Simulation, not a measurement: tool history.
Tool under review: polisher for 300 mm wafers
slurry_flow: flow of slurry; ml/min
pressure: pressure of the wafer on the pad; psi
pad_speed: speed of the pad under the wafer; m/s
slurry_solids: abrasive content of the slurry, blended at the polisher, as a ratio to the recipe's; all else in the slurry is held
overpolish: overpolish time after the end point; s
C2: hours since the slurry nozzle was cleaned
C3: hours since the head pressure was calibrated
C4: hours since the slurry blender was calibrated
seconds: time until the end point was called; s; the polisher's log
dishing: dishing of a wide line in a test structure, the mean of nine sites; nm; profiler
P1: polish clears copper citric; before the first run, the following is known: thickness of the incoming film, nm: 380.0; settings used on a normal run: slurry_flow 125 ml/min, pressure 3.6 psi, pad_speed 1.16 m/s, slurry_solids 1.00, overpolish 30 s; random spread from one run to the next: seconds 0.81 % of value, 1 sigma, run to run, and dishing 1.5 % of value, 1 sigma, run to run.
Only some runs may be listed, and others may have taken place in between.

Run 1, hour 5.0: slurry_flow 125 ml/min, pressure 3.6 psi, pad_speed 1.16 m/s, slurry_solids 1.00, overpolish 30 s; wafers polished on this pad 826; C2 202.9; C3 1007.5; C4 124.3. Result: seconds 105.670 s, dishing 66.274 nm.
Run 2, hour 12.5: slurry_flow 125 ml/min, pressure 5.7 psi, pad_speed 1.16 m/s, slurry_solids 1.00, overpolish 30 s; wafers polished on this pad 898; C2 210.4; C3 1015.0; C4 131.8. Result: seconds 67.188 s, dishing 94.727 nm.
Run 3, hour 21.1: slurry_flow 125 ml/min, pressure 3.6 psi, pad_speed 1.44 m/s, slurry_solids 1.00, overpolish 9 s; wafers polished on this pad 981; C2 219.0; C3 1023.6; C4 140.4. Result: seconds 85.866 s, dishing 29.376 nm.
Run 4, hour 29.8: slurry_flow 125 ml/min, pressure 3.6 psi, pad_speed 1.16 m/s, slurry_solids 1.30, overpolish 53 s; wafers polished on this pad 1065; C2 227.7; C3 1032.3; C4 149.1. Result: seconds 99.100 s, dishing 104.060 nm.
Run 5, hour 36.6: slurry_flow 125 ml/min, pressure 3.6 psi, pad_speed 1.16 m/s, slurry_solids 1.00, overpolish 30 s; wafers polished on this pad 1131; C2 234.5; C3 1039.1; C4 155.9. Result: seconds 105.740 s, dishing 67.627 nm.
Run 6, hour 41.0: slurry_flow 125 ml/min, pressure 3.6 psi, pad_speed 1.16 m/s, slurry_solids 1.00, overpolish 9 s; wafers polished on this pad 1173; C2 238.9; C3 1043.5; C4 160.3. Result: seconds 107.430 s, dishing 24.127 nm.
Run 7, hour 47.8: slurry_flow 75 ml/min, pressure 3.6 psi, pad_speed 1.16 m/s, slurry_solids 1.00, overpolish 30 s; wafers polished on this pad 1239; C2 245.7; C3 1050.3; C4 167.1. Result: seconds 121.370 s, dishing 61.868 nm.
Run 8, hour 54.3: slurry_flow 125 ml/min, pressure 3.6 psi, pad_speed 1.16 m/s, slurry_solids 1.00, overpolish 30 s; wafers polished on this pad 1301; C2 252.2; C3 1056.8; C4 173.6. Result: seconds 106.180 s, dishing 64.966 nm.
Run 9, hour 58.3: slurry_flow 125 ml/min, pressure 3.6 psi, pad_speed 1.44 m/s, slurry_solids 1.00, overpolish 30 s; wafers polished on this pad 1340; C2 256.2; C3 1060.8; C4 177.6. Result: seconds 86.482 s, dishing 76.465 nm.
At hour 61.2: head pressure recalibrated.
Run 10, hour 66.9: slurry_flow 125 ml/min, pressure 3.6 psi, pad_speed 1.16 m/s, slurry_solids 0.75, overpolish 30 s; wafers polished on this pad 1423; C2 264.8; C3 5.8; C4 186.2. Result: seconds 112.150 s, dishing 63.470 nm.
Run 11, hour 75.7: slurry_flow 190 ml/min, pressure 3.6 psi, pad_speed 1.16 m/s, slurry_solids 1.00, overpolish 51 s; wafers polished on this pad 1507; C2 273.6; C3 14.6; C4 195.0. Result: seconds 100.290 s, dishing 100.570 nm.
Run 12, hour 82.2: slurry_flow 125 ml/min, pressure 3.6 psi, pad_speed 1.16 m/s, slurry_solids 1.00, overpolish 59 s; wafers polished on this pad 1570; C2 280.1; C3 21.1; C4 201.5. Result: seconds 107.560 s, dishing 105.680 nm.
Run 13, hour 90.0: slurry_flow 200 ml/min, pressure 3.6 psi, pad_speed 1.16 m/s, slurry_solids 1.00, overpolish 30 s; wafers polished on this pad 1645; C2 287.9; C3 28.9; C4 209.3. Result: seconds 97.227 s, dishing 70.777 nm.
Run 14, hour 98.2: slurry_flow 125 ml/min, pressure 3.6 psi, pad_speed 1.16 m/s, slurry_solids 1.00, overpolish 30 s; wafers polished on this pad 1724; C2 296.1; C3 37.1; C4 217.5. Result: seconds 106.710 s, dishing 65.854 nm.
Run 15, hour 105.6: slurry_flow 125 ml/min, pressure 3.6 psi, pad_speed 1.16 m/s, slurry_solids 1.30, overpolish 30 s; wafers polished on this pad 1796; C2 303.5; C3 44.5; C4 224.9. Result: seconds 99.415 s, dishing 68.128 nm.
Run 16, hour 113.8: slurry_flow 125 ml/min, pressure 1.6 psi, pad_speed 1.16 m/s, slurry_solids 1.00, overpolish 30 s; wafers polished on this pad 1875; C2 311.7; C3 52.7; C4 233.1. Result: seconds 233.520 s, dishing 32.934 nm.
Run 17, hour 122.2: slurry_flow 125 ml/min, pressure 3.6 psi, pad_speed 0.52 m/s, slurry_solids 1.00, overpolish 30 s; wafers polished on this pad 1955; C2 320.1; C3 61.1; C4 241.5. Result: seconds 233.990 s, dishing 34.513 nm.
Run 18, hour 129.6: slurry_flow 125 ml/min, pressure 3.6 psi, pad_speed 1.16 m/s, slurry_solids 1.00, overpolish 30 s; wafers polished on this pad 2027; C2 327.5; C3 68.5; C4 248.9. Result: seconds 104.980 s, dishing 65.206 nm.
Run 19, hour 138.2: slurry_flow 125 ml/min, pressure 3.6 psi, pad_speed 1.16 m/s, slurry_solids 1.00, overpolish 30 s; wafers polished on this pad 2110; C2 336.1; C3 77.1; C4 257.5. Result: seconds 106.980 s, dishing 68.902 nm.
Run 20, hour 145.3: slurry_flow 125 ml/min, pressure 3.6 psi, pad_speed 1.16 m/s, slurry_solids 1.00, overpolish 30 s; wafers polished on this pad 2178; C2 343.2; C3 84.2; C4 264.6. Result: seconds 110.430 s, dishing 62.156 nm.
Run 21, hour 152.7: slurry_flow 125 ml/min, pressure 3.6 psi, pad_speed 1.16 m/s, slurry_solids 1.00, overpolish 30 s; wafers polished on this pad 2249; C2 350.6; C3 91.6; C4 272.0. Result: seconds 113.760 s, dishing 62.991 nm.

Forecast run 22:
Run 22, hour 158.1: slurry_flow 125 ml/min, pressure 3.6 psi, pad_speed 1.16 m/s, slurry_solids 1.00, overpolish 30 s; wafers polished on this pad 2301; C2 356.0; C3 97.0; C4 277.4. Result: seconds ?, dishing ?.

{"run 22": {"seconds": 116.03, "dishing": 60.972}}
